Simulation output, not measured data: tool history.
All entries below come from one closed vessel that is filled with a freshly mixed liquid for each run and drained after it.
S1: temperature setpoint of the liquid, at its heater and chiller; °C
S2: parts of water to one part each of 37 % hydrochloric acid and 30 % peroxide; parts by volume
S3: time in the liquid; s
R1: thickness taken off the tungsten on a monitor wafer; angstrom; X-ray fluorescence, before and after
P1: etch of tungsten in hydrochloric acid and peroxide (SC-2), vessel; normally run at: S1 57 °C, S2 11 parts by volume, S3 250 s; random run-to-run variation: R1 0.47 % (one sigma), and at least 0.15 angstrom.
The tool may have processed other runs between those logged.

| run | hour | S1 | S2 | S3 | R1 |
|---|---|---|---|---|---|
| 1 | 7.2 | 57 | 11 | 250 | 575.88 |
| 2 | 21.7 | 57 | 11 | 250 | 572.19 |
| 3 | 33 | 57 | 4 | 250 | 1255.8 |
| 4 | 43.8 | 57 | 18 | 480 | 728.18 |
| 5 | 52.7 | 72 | 11 | 110 | 629.6 |
| 6 | 66.6 | 57 | 20 | 250 | 342.5 |
| 7 | 79.2 | 57 | 11 | 250 | 580.62 |
| 8 | 89.1 | 57 | 11 | 250 | 577.62 |
| 9 | 102.1 | 57 | 11 | 250 | 575.49 |
| 10 | 114 | 43.5 | 11 | 250 | 235.44 |
| 11 | 124.1 | 57 | 11 | 500 | 1152.6 |
| 12 | 137.6 | 66 | 11 | 390 | 1566.5 |
| 13 | 146.4 | 57 | 11 | 30 | 68.635 |
| 14 | 153.9 | 67.5 | 11 | 250 | 1107.3 |
| 15 | 164.4 | 57 | 11 | 250 | 574.93 |
| 16 | 175.4 | 57 | 11 | 250 | 574.71 |
| 17 | 182.5 | 57 | 11 | 250 | 588.75 |
| 18 | 198.1 | 57 | 11 | 250 | 604.19 |
| 19 | 205.2 | 57 | 11 | 250 | 613.77 |
| 20 | 212.8 | 57 | 11 | 250 | 613.07 |

Estimate the outcome of run 21 from the log above:
| 21 | 222.5 | 57 | 11 | 250 | ? |

R1: 619.75 angstrom
